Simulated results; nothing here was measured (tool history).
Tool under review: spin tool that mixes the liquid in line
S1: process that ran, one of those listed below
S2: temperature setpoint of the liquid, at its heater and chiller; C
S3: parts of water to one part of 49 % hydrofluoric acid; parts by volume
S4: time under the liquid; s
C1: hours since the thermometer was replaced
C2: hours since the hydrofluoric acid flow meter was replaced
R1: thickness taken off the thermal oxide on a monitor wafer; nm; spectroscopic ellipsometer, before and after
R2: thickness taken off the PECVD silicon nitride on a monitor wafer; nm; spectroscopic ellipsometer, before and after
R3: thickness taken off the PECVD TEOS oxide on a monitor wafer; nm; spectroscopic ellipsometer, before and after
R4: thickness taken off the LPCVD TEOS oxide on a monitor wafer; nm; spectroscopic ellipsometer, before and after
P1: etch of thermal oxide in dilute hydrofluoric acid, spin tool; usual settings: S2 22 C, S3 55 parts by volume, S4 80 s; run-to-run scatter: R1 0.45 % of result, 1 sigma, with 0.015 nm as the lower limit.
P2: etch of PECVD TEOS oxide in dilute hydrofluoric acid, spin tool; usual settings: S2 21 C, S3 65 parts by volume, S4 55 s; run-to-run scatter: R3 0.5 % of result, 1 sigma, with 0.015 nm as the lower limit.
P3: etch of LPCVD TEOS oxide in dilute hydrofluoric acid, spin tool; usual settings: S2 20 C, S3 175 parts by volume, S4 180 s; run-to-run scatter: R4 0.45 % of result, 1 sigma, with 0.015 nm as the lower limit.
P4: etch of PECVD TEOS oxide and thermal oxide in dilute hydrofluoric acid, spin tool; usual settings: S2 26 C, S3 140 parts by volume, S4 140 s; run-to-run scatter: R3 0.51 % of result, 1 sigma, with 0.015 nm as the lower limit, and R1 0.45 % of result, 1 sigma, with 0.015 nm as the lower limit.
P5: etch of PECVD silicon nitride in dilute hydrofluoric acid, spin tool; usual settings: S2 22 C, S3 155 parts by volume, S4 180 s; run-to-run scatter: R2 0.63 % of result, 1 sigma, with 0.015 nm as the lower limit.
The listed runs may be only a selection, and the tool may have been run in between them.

Run 1, day 0.304: S1 P1, S2 22 C, S3 55 parts by volume, S4 80 s; C1 1389.5; C2 1779.9. Result: R1 6.7591 nm.
Run 2, day 0.508: S1 P5, S2 22 C, S3 50 parts by volume, S4 180 s; C1 1394.4; C2 1784.8. Result: R2 13.905 nm.
Run 3, day 0.817: S1 P2, S2 26.5 C, S3 65 parts by volume, S4 55 s; C1 1401.8; C2 1792.2. Result: R3 12.426 nm.
Run 4, day 1.129: S1 P1, S2 22 C, S3 55 parts by volume, S4 15 s; C1 1409.3; C2 1799.7. Result: R1 1.2497 nm.
Run 5, day 1.304: S1 P2, S2 21 C, S3 65 parts by volume, S4 55 s; C1 1413.5; C2 1803.9. Result: R3 9.8636 nm.
Run 6, day 1.562: S1 P2, S2 21 C, S3 100 parts by volume, S4 55 s; C1 1419.7; C2 1810.1. Result: R3 6.2035 nm.
Run 7, day 1.788: S1 P1, S2 17 C, S3 55 parts by volume, S4 80 s; C1 1425.1; C2 1815.5. Result: R1 5.4798 nm.
Run 8, day 2.121: S1 P5, S2 22 C, S3 155 parts by volume, S4 90 s; C1 1433.1; C2 1823.5. Result: R2 2.3083 nm.
Run 9, day 2.362: S1 P1, S2 22 C, S3 20 parts by volume, S4 80 s; C1 1438.9; C2 1829.3. Result: R1 19.261 nm.
Run 10, day 2.675: S1 P4, S2 26 C, S3 140 parts by volume, S4 140 s; C1 1446.4; C2 1836.8. Result: R1 4.7614 nm, R3 13.705 nm.
Run 11, day 2.938: S1 P5, S2 17 C, S3 155 parts by volume, S4 180 s; C1 1452.7; C2 1843.1. Result: R2 3.2695 nm.
Run 12, day 3.254: S1 P1, S2 22 C, S3 55 parts by volume, S4 80 s; C1 1460.3; C2 1850.7. Result: R1 6.7433 nm.
Run 13, day 3.504: S1 P1, S2 22 C, S3 55 parts by volume, S4 155 s; C1 1466.3; C2 1856.7. Result: R1 13.092 nm.
Run 14, day 3.783: S1 P4, S2 20.5 C, S3 140 parts by volume, S4 140 s; C1 1473; C2 1863.4. Result: R1 3.8724 nm, R3 10.951 nm.
Run 15, day 4.012: S1 P3, S2 20 C, S3 35 parts by volume, S4 180 s; C1 1478.5; C2 1868.9. Result: R4 109.98 nm.
Run 16, day 4.262: S1 P3, S2 24.5 C, S3 175 parts by volume, S4 180 s; C1 1484.5; C2 1874.9. Result: R4 22.562 nm.
Run 17, day 4.588: S1 P2, S2 21 C, S3 65 parts by volume, S4 55 s; C1 1492.3; C2 1882.7. Result: R3 9.8414 nm.
Run 18, day 4.808: S1 P4, S2 26 C, S3 140 parts by volume, S4 270 s; C1 1497.6; C2 1888. Result: R1 9.2751 nm, R3 26.369 nm.
Run 19, day 4.967: S1 P4, S2 26 C, S3 70 parts by volume, S4 140 s; C1 1501.4; C2 1891.8. Result: R1 10.365 nm, R3 30.12 nm.
Run 20, day 5.25: S1 P1, S2 22 C, S3 55 parts by volume, S4 80 s; C1 1508.2; C2 1898.6. Result: R1 6.8136 nm.
Run 21, day 5.458: S1 P1, S2 22 C, S3 55 parts by volume, S4 80 s; C1 1513.2; C2 1903.6. Result: R1 6.7968 nm.
Run 22, day 5.671: S1 P1, S2 28.5 C, S3 55 parts by volume, S4 35 s; C1 1518.3; C2 1908.7. Result: R1 3.8778 nm.
Run 23, day 5.938: S1 P2, S2 21 C, S3 65 parts by volume, S4 20 s; C1 1524.7; C2 1915.1. Result: R3 3.5513 nm.
Run 24, day 6.246: S1 P1, S2 22 C, S3 55 parts by volume, S4 80 s; C1 1532.1; C2 1922.5. Result: R1 6.7541 nm.
Run 25, day 6.446: S1 P1, S2 22 C, S3 55 parts by volume, S4 80 s; C1 1536.9; C2 1927.3. Result: R1 6.8253 nm.
Run 26, day 6.596: S1 P1, S2 22 C, S3 85 parts by volume, S4 80 s; C1 1540.5; C2 1930.9. Result: R1 4.2478 nm.
Run 27, day 6.896: S1 P1, S2 17 C, S3 30 parts by volume, S4 80 s; C1 1547.7; C2 1938.1. Result: R1 10.314 nm.
Run 28, day 7.192: S1 P3, S2 20 C, S3 175 parts by volume, S4 310 s; C1 1554.8; C2 1945.2. Result: R4 32.453 nm.
Run 29, day 7.362: S1 P5, S2 22 C, S3 155 parts by volume, S4 180 s; C1 1558.9; C2 1949.3. Result: R2 4.5993 nm.
Run 30, day 7.583: S1 P1, S2 26 C, S3 55 parts by volume, S4 80 s; C1 1564.2; C2 1954.6. Result: R1 7.9808 nm.
Run 31, day 7.783: S1 P3, S2 20 C, S3 175 parts by volume, S4 180 s; C1 1569; C2 1959.4. Result: R4 18.785 nm.
Run 32, day 7.929: S1 P3, S2 20 C, S3 175 parts by volume, S4 180 s; C1 1572.5; C2 1962.9. Result: R4 18.941 nm.
Run 33, day 8.108: S1 P1, S2 22 C, S3 55 parts by volume, S4 80 s; C1 1576.8; C2 1967.2. Result: R1 6.787 nm.
Run 34, day 8.362: S1 P1, S2 22 C, S3 55 parts by volume, S4 80 s; C1 1582.9; C2 1973.3. Result: R1 6.9104 nm.
Run 35, day 8.654: S1 P1, S2 22 C, S3 55 parts by volume, S4 80 s; C1 1589.9; C2 1980.3. Result: R1 7.0065 nm.
Run 36, day 8.917: S1 P1, S2 22 C, S3 55 parts by volume, S4 80 s; C1 1596.2; C2 1986.6. Result: R1 7.0265 nm.
Run 37, day 9.117: S1 P1, S2 22 C, S3 55 parts by volume, S4 80 s; C1 1601; C2 1991.4. Result: R1 7.0923 nm.
Run 38, day 9.442: S1 P1, S2 22 C, S3 55 parts by volume, S4 80 s; C1 1608.8; C2 1999.2. Result: R1 7.1894 nm.
Run 39, day 9.754: S1 P1, S2 22 C, S3 55 parts by volume, S4 80 s; C1 1616.3; C2 2006.7. Result: R1 7.0962 nm.
Run 40, day 10.083: S1 P1, S2 22 C, S3 55 parts by volume, S4 80 s; C1 1624.2; C2 2014.6. Result: R1 7.2653 nm.
Run 41, day 10.317: S1 P1, S2 22 C, S3 55 parts by volume, S4 80 s; C1 1629.8; C2 2020.2. Result: R1 7.2024 nm.
Run 42, day 10.542: S1 P1, S2 22 C, S3 55 parts by volume, S4 80 s; C1 1635.2; C2 2025.6. Result: R1 7.2112 nm.
Run 43, day 10.85: S1 P1, S2 22 C, S3 55 parts by volume, S4 80 s; C1 1642.6; C2 2033. Result: R1 7.206 nm.
Run 44, day 10.996: S1 P1, S2 22 C, S3 55 parts by volume, S4 80 s; C1 1646.1; C2 2036.5. Result: R1 7.2311 nm.

What P1 gives has crept off from where it sat before. The 2 causes that follow fit the log equally well, each at the size noted:
A: hydrofluoric acid flow above the setpoint (%) = 6.29
B: liquid hotter than its thermometer reads (K) = 1.58
The onset of the drift is placed at about day 8.108.

4 check runs are offered, one wafer each, their results left as question marks. Which one tells the causes apart?
Run check 1, day 11.142: S1 P2, S2 26 C, S3 65 parts by volume, S4 55 s. Result: R3 ?.
Run check 2, day 11.142: S1 P3, S2 20 C, S3 70 parts by volume, S4 180 s. Result: R4 ?.
Run check 3, day 11.142: S1 P4, S2 21 C, S3 140 parts by volume, S4 140 s. Result: R1 ?, R3 ?.
Run check 4, day 11.142: S1 P5, S2 17 C, S3 60 parts by volume, S4 180 s. Result: R2 ?.

Check results expected under each cause:
  check  result    if A    if B
check 1      R3  12.898  12.853
check 2      R4  56.626  56.623
check 3      R1  4.2221  4.1894
check 3      R3  12.135   12.04
check 4      R2  8.7405  9.2075
Minimum pairwise separation of causes per check, each pair taken at its best-separating result: check 1 0.35 %; check 2 0.01 %; check 3 0.78 %; check 4 5.21 %
Check 4 tells the causes apart: in the others they would give nearly the same result.

Running check 4 produced the following: R2 8.7321 nm. Which one of the listed causes fits?

The correct cause is A, namely: hydrofluoric acid flow above the setpoint (%).
